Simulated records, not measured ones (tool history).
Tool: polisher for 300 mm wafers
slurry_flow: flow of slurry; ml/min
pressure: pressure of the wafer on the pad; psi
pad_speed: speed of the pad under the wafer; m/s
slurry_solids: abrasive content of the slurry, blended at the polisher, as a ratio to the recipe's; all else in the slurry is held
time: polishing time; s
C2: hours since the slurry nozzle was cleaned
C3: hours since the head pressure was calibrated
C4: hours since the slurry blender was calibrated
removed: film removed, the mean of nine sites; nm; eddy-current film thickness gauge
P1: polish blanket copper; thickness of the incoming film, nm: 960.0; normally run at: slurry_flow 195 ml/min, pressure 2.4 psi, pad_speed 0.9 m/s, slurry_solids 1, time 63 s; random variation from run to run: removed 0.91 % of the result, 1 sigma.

{"run": 1, "hour": 3.9, "slurry_flow": 195, "pressure": 2.4, "pad_speed": 0.9, "slurry_solids": 1, "time": 63, "wafers polished on this pad": 767, "C2": 350.3, "C3": 664.3, "C4": 22, "removed": 147.09}
{"run": 2, "hour": 7.7, "slurry_flow": 275, "pressure": 3.6, "pad_speed": 0.9, "slurry_solids": 1, "time": 63, "wafers polished on this pad": 809, "C2": 354.1, "C3": 668.1, "C4": 25.8, "removed": 230.16}
{"run": 3, "hour": 14.0, "slurry_flow": 195, "pressure": 2.4, "pad_speed": 0.9, "slurry_solids": 1, "time": 63, "wafers polished on this pad": 878, "C2": 360.4, "C3": 674.4, "C4": 32.1, "removed": 146.71}
{"run": 4, "hour": 18.6, "slurry_flow": 195, "pressure": 1.7, "pad_speed": 0.9, "slurry_solids": 1, "time": 63, "wafers polished on this pad": 929, "C2": 365, "C3": 679, "C4": 36.7, "removed": 104.33}
{"run": 5, "hour": 24.9, "slurry_flow": 195, "pressure": 2.4, "pad_speed": 0.9, "slurry_solids": 1, "time": 63, "wafers polished on this pad": 998, "C2": 371.3, "C3": 685.3, "C4": 43, "removed": 147.92}
{"run": 6, "hour": 29.9, "slurry_flow": 195, "pressure": 2.4, "pad_speed": 0.9, "slurry_solids": 1, "time": 30, "wafers polished on this pad": 1053, "C2": 376.3, "C3": 690.3, "C4": 48, "removed": 70.81}
{"run": 7, "hour": 34.9, "slurry_flow": 195, "pressure": 2.4, "pad_speed": 0.9, "slurry_solids": 0.6, "time": 63, "wafers polished on this pad": 1107, "C2": 381.3, "C3": 695.3, "C4": 53, "removed": 133.36}
{"run": 8, "hour": 40.2, "slurry_flow": 195, "pressure": 2.4, "pad_speed": 0.9, "slurry_solids": 1, "time": 63, "wafers polished on this pad": 1166, "C2": 386.6, "C3": 700.6, "C4": 58.3, "removed": 149.57}
{"run": 9, "hour": 43.5, "slurry_flow": 250, "pressure": 2.4, "pad_speed": 0.9, "slurry_solids": 1, "time": 63, "wafers polished on this pad": 1202, "C2": 389.9, "C3": 703.9, "C4": 61.6, "removed": 153.08}
{"run": 10, "hour": 50.1, "slurry_flow": 195, "pressure": 2.4, "pad_speed": 0.56, "slurry_solids": 1, "time": 63, "wafers polished on this pad": 1274, "C2": 396.5, "C3": 710.5, "C4": 68.2, "removed": 92.28}
{"run": 11, "hour": 54.0, "slurry_flow": 195, "pressure": 2.4, "pad_speed": 0.9, "slurry_solids": 1, "time": 94, "wafers polished on this pad": 1317, "C2": 400.4, "C3": 714.4, "C4": 72.1, "removed": 222.51}
{"run": 12, "hour": 57.1, "slurry_flow": 195, "pressure": 3, "pad_speed": 0.9, "slurry_solids": 1, "time": 63, "wafers polished on this pad": 1351, "C2": 403.5, "C3": 717.5, "C4": 75.2, "removed": 186.49}
{"run": 13, "hour": 61.9, "slurry_flow": 195, "pressure": 2.4, "pad_speed": 0.9, "slurry_solids": 1.5, "time": 63, "wafers polished on this pad": 1404, "C2": 408.3, "C3": 722.3, "C4": 80, "removed": 160.5}
{"run": 14, "hour": 66.8, "slurry_flow": 115, "pressure": 2.4, "pad_speed": 0.9, "slurry_solids": 1, "time": 63, "wafers polished on this pad": 1457, "C2": 413.2, "C3": 727.2, "C4": 84.9, "removed": 134.51}
{"run": 15, "hour": 71.9, "slurry_flow": 195, "pressure": 3.6, "pad_speed": 1.34, "slurry_solids": 1, "time": 63, "wafers polished on this pad": 1513, "C2": 418.3, "C3": 732.3, "C4": 90, "removed": 326.28}
{"run": 16, "hour": 76.7, "slurry_flow": 195, "pressure": 2.4, "pad_speed": 0.9, "slurry_solids": 1, "time": 63, "wafers polished on this pad": 1566, "C2": 423.1, "C3": 737.1, "C4": 94.8, "removed": 149.44}
{"run": 17, "hour": 81.0, "slurry_flow": 195, "pressure": 2.4, "pad_speed": 1.38, "slurry_solids": 1, "time": 63, "wafers polished on this pad": 1613, "C2": 427.4, "C3": 741.4, "C4": 99.1, "removed": 224.33}
{"run": 18, "hour": 85.1, "slurry_flow": 195, "pressure": 2.4, "pad_speed": 0.9, "slurry_solids": 1, "time": 63, "wafers polished on this pad": 1658, "C2": 431.5, "C3": 745.5, "C4": 103.2, "removed": 147.91}
{"run": 19, "hour": 91.6, "slurry_flow": 195, "pressure": 2.4, "pad_speed": 0.9, "slurry_solids": 1, "time": 63, "wafers polished on this pad": 1729, "C2": 438, "C3": 752, "C4": 109.7, "removed": 146.64}
{"run": 20, "hour": 97.3, "slurry_flow": 195, "pressure": 2.4, "pad_speed": 0.9, "slurry_solids": 1, "time": 63, "wafers polished on this pad": 1792, "C2": 443.7, "C3": 757.7, "C4": 115.4, "removed": 145.55}
{"run": 21, "hour": 103.2, "slurry_flow": 195, "pressure": 2.4, "pad_speed": 0.9, "slurry_solids": 1, "time": 63, "wafers polished on this pad": 1857, "C2": 449.6, "C3": 763.6, "C4": 121.3, "removed": 144.63}
{"run": 22, "hour": 106.0, "slurry_flow": 195, "pressure": 2.4, "pad_speed": 0.9, "slurry_solids": 1, "time": 63, "wafers polished on this pad": 1887, "C2": 452.4, "C3": 766.4, "C4": 124.1, "removed": 142.64}
{"run": 23, "hour": 110.4, "slurry_flow": 195, "pressure": 2.4, "pad_speed": 0.9, "slurry_solids": 1, "time": 63, "wafers polished on this pad": 1936, "C2": 456.8, "C3": 770.8, "C4": 128.5, "removed": 143.47}
{"run": 24, "hour": 115.4, "slurry_flow": 195, "pressure": 2.4, "pad_speed": 0.9, "slurry_solids": 1, "time": 63, "wafers polished on this pad": 1990, "C2": 461.8, "C3": 775.8, "C4": 133.5, "removed": 141.23}
{"hour": 119.4, "done": "slurry blender recalibrated"}
{"run": 25, "hour": 120.0, "slurry_flow": 195, "pressure": 2.4, "pad_speed": 0.9, "slurry_solids": 1, "time": 63, "wafers polished on this pad": 2041, "C2": 466.4, "C3": 780.4, "C4": 0.6, "removed": 140.88}
{"run": 26, "hour": 123.9, "slurry_flow": 195, "pressure": 2.4, "pad_speed": 0.9, "slurry_solids": 1, "time": 63, "wafers polished on this pad": 2084, "C2": 470.3, "C3": 784.3, "C4": 4.5, "removed": 137.83}
{"hour": 124.6, "done": "worn pad replaced by a new one"}
{"run": 27, "hour": 127.0, "slurry_flow": 195, "pressure": 2.4, "pad_speed": 0.9, "slurry_solids": 1, "time": 63, "wafers polished on this pad": 27, "C2": 473.4, "C3": 787.4, "C4": 7.6, "removed": 144.53}
{"run": 28, "hour": 132.3, "slurry_flow": 195, "pressure": 2.4, "pad_speed": 0.9, "slurry_solids": 1, "time": 63, "wafers polished on this pad": 85, "C2": 478.7, "C3": 792.7, "C4": 12.9, "removed": 143.12}
{"run": 29, "hour": 136.3, "slurry_flow": 195, "pressure": 2.4, "pad_speed": 0.9, "slurry_solids": 1, "time": 63, "wafers polished on this pad": 129, "C2": 482.7, "C3": 796.7, "C4": 16.9, "removed": 139.65}
{"run": 30, "hour": 140.7, "slurry_flow": 195, "pressure": 2.4, "pad_speed": 0.9, "slurry_solids": 1, "time": 63, "wafers polished on this pad": 177, "C2": 487.1, "C3": 801.1, "C4": 21.3, "removed": 141}

What P1 gives has crept away from where it was. These 2 causes fit the log equally well, each at the size given:
A: head's pressure below its setpoint, % = 5
B: slurry flow missing at the pad, % = 27.8
The creep began at about hour 91.6.
Why every other cause is out:
removal rate lost through wear of the pad, %: serviced at hour 124.6, which brought nothing back
abrasive missing from the slurry, %: serviced at hour 119.4, which brought nothing back

4 check runs are offered, each on 5 wafers whose results are averaged, their results left as question marks. Which one tells the causes apart?
{"run": "check 1", "hour": 145.1, "slurry_flow": 195, "pressure": 2.4, "pad_speed": 0.9, "slurry_solids": 1.45, "time": 63, "removed": "?"}
{"run": "check 2", "hour": 145.1, "slurry_flow": 195, "pressure": 2.4, "pad_speed": 1.38, "slurry_solids": 1.2, "time": 63, "removed": "?"}
{"run": "check 3", "hour": 145.1, "slurry_flow": 195, "pressure": 2.4, "pad_speed": 0.9, "slurry_solids": 1.35, "time": 63, "removed": "?"}
{"run": "check 4", "hour": 145.1, "slurry_flow": 115, "pressure": 2.4, "pad_speed": 1.28, "slurry_solids": 1, "time": 63, "removed": "?"}

What each check would give under each cause:
check=check_1 result=removed if_A=152.59 if_B=152.58
check=check_2 result=removed if_A=224.38 if_B=224.36
check=check_3 result=removed if_A=150.19 if_B=150.17
check=check_4 result=removed if_A=182.48 if_B=176.79
How far apart the two closest causes lie, in the result that separates them most: check 1 0.01 %; check 2 0.01 %; check 3 0.01 %; check 4 3.17 %
Check 4 tells the causes apart: in the others they would give nearly the same result.

Check 4 was then run and gave: removed 182.35 nm. Which cause is it?

It is A: head's pressure below its setpoint, %.

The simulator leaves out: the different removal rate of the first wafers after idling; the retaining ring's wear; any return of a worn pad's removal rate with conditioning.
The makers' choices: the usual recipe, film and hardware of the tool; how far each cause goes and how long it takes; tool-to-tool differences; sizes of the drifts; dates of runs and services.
